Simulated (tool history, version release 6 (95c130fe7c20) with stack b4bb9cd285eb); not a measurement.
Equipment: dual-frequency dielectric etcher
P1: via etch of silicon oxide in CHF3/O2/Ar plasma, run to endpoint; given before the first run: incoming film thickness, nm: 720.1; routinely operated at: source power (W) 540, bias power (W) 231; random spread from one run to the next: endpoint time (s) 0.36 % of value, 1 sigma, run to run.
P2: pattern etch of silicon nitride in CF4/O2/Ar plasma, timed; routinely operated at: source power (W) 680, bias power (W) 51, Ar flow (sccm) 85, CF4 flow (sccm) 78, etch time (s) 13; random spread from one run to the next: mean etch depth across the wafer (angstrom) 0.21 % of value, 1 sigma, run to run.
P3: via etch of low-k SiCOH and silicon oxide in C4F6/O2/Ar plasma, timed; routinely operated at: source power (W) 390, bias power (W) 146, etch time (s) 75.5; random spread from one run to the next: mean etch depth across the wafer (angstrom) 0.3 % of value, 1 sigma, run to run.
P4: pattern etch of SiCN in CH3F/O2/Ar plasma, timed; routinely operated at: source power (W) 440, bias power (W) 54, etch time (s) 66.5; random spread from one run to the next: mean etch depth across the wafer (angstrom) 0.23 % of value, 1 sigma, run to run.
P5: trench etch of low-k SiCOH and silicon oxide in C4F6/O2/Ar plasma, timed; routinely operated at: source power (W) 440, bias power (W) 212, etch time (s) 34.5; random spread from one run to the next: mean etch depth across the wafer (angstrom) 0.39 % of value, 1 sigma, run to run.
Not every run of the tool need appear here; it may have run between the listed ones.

run,day,process that ran,source power (W),bias power (W),etch time (s),Ar flow (sccm),CF4 flow (sccm),hours since the last wet clean,hours since the last source power generator calibration,hours since the last bias power generator calibration,endpoint time (s),mean etch depth across the wafer (angstrom)
1,0.262,P1,540,231,,,,70.4,2713.7,1795.7,358.6,
2,0.608,P5,440,212,25.5,,,78.7,2722,1804,,820.97
3,0.992,P1,540,231,,,,87.9,2731.2,1813.2,358.56,
4,1.412,P5,260,212,34.5,,,98,2741.3,1823.3,,900.48
5,1.679,P2,680,51,13,103,78,104.4,2747.7,1829.7,,320.03
6,1.971,P3,390,205,75.5,,,111.4,2754.7,1836.7,,2156.3
7,2.367,P1,540,231,,,,120.9,2764.2,1846.2,357.5,
8,2.567,P3,390,146,55.5,,,125.7,2769,1851,,1425.9
9,2.812,P3,390,146,75.5,,,131.6,2774.9,1856.9,,1941.3
10,3.233,P3,310,146,75.5,,,141.7,2785,1867,,1782.1
11,3.588,P2,680,51,13,85,78,150.2,2793.5,1875.5,,328.3
12,3.904,P2,680,51,13,85,78,157.8,2801.1,1883.1,,328.31
13,4.258,P4,440,54,66.5,,,166.3,2809.6,1891.6,,236.79
14,4.688,P4,440,38,66.5,,,176.6,2819.9,1901.9,,212.77
15,4.912,P1,540,322,,,,182,2825.3,1907.3,318.45,
16,5.254,P2,490,51,13,85,78,190.2,2833.5,1915.5,,247.06
17,5.546,P1,540,231,,,,197.2,2840.5,1922.5,360.92,
18,5.788,P4,440,54,83.5,,,203,2846.3,1928.3,,297
19,6.15,P1,540,175,,,,211.7,2855,1937,393.52,
20,6.479,P5,440,266,34.5,,,219.6,2862.9,1944.9,,1195.7
# day 6.642: wet clean of the chamber
21,6.775,P5,440,212,34.5,,,3.2,2870,1952,,1105.6
22,7.154,P1,380,180,,,,12.3,2879.1,1961.1,447.44,
23,7.429,P4,440,54,66.5,,,18.9,2885.7,1967.7,,237.4
24,7.758,P2,680,51,9.5,85,78,26.8,2893.6,1975.6,,239.29
25,8.062,P1,380,231,,,,34.1,2900.9,1982.9,407.41,
26,8.342,P1,540,231,,,,40.8,2907.6,1989.6,359.6,
27,8.621,P1,540,231,,,,47.5,2914.3,1996.3,359.7,
28,9.042,P4,540,54,66.5,,,57.6,2924.4,2006.4,,257.79
29,9.35,P2,680,51,13,85,56,65,2931.8,2013.8,,314.11
30,9.638,P2,680,31,13,85,78,71.9,2938.7,2020.7,,276.52
31,9.942,P1,540,231,,,,79.2,2946,2028,358.07,
32,10.25,P5,440,212,34.5,,,86.6,2953.4,2035.4,,1104.1
33,10.638,P1,430,317,,,,95.9,2962.7,2044.7,346.75,
34,10.938,P1,670,231,,,,103.1,2969.9,2051.9,332.23,
35,11.183,P1,540,231,,,,109,2975.8,2057.8,358.59,
36,11.579,P1,540,231,,,,118.5,2985.3,2067.3,361.75,
37,11.817,P1,540,231,,,,124.2,2991,2073,364.2,
# day 11.908: wet clean of the chamber
38,12.075,P1,540,231,,,,4,2997.2,2079.2,365.46,
39,12.317,P1,540,231,,,,9.8,3003,2085,366.36,
40,12.533,P1,540,231,,,,15,3008.2,2090.2,365.8,
41,12.867,P1,540,231,,,,23,3016.2,2098.2,366.6,
42,13.054,P1,540,231,,,,27.5,3020.7,2102.7,365.67,

P1 has crept away from where it was. The log is fitted equally well by each of these 2 causes, at the sizes shown:
A: source power that arrives under what is set, % = 4.66
B: bias power that arrives under what is set, % = 4.96
At approximately day 11.183, the process output began to creep.
Excluded causes, each with its reason:
chamber walls in a state that lowers the etch rate, %: maintenance at day 11.908, after the shift began, did not return the process to its former output

4 check runs are offered, one wafer each, their results left as question marks. Which one tells the causes apart?
check 1,13.242,P2,680,51,13,85,78,,,,,?
check 2,13.242,P5,440,212,34.5,,,,,,,?
check 3,13.242,P3,390,146,75.5,,,,,,,?
check 4,13.242,P4,440,54,66.5,,,,,,,?

Check results expected under each cause:
check,result,if A,if B
check 1,mean etch depth across the wafer (angstrom),315.36,322.64
check 2,mean etch depth across the wafer (angstrom),1084.9,1087.1
check 3,mean etch depth across the wafer (angstrom),1907.8,1914.6
check 4,mean etch depth across the wafer (angstrom),232.72,233.13
Distance between the nearest two causes, measured in the result of the check that separates them most: check 1 2.28 %; check 2 0.2 %; check 3 0.36 %; check 4 0.18 %
The causes can be told apart only by check 1. The other checks would give nearly the same results under each of them.

Running check 1 produced the following: mean etch depth across the wafer (angstrom) 315.4. Which one of the listed causes fits?

The correct cause is A, namely: source power that arrives under what is set, %.
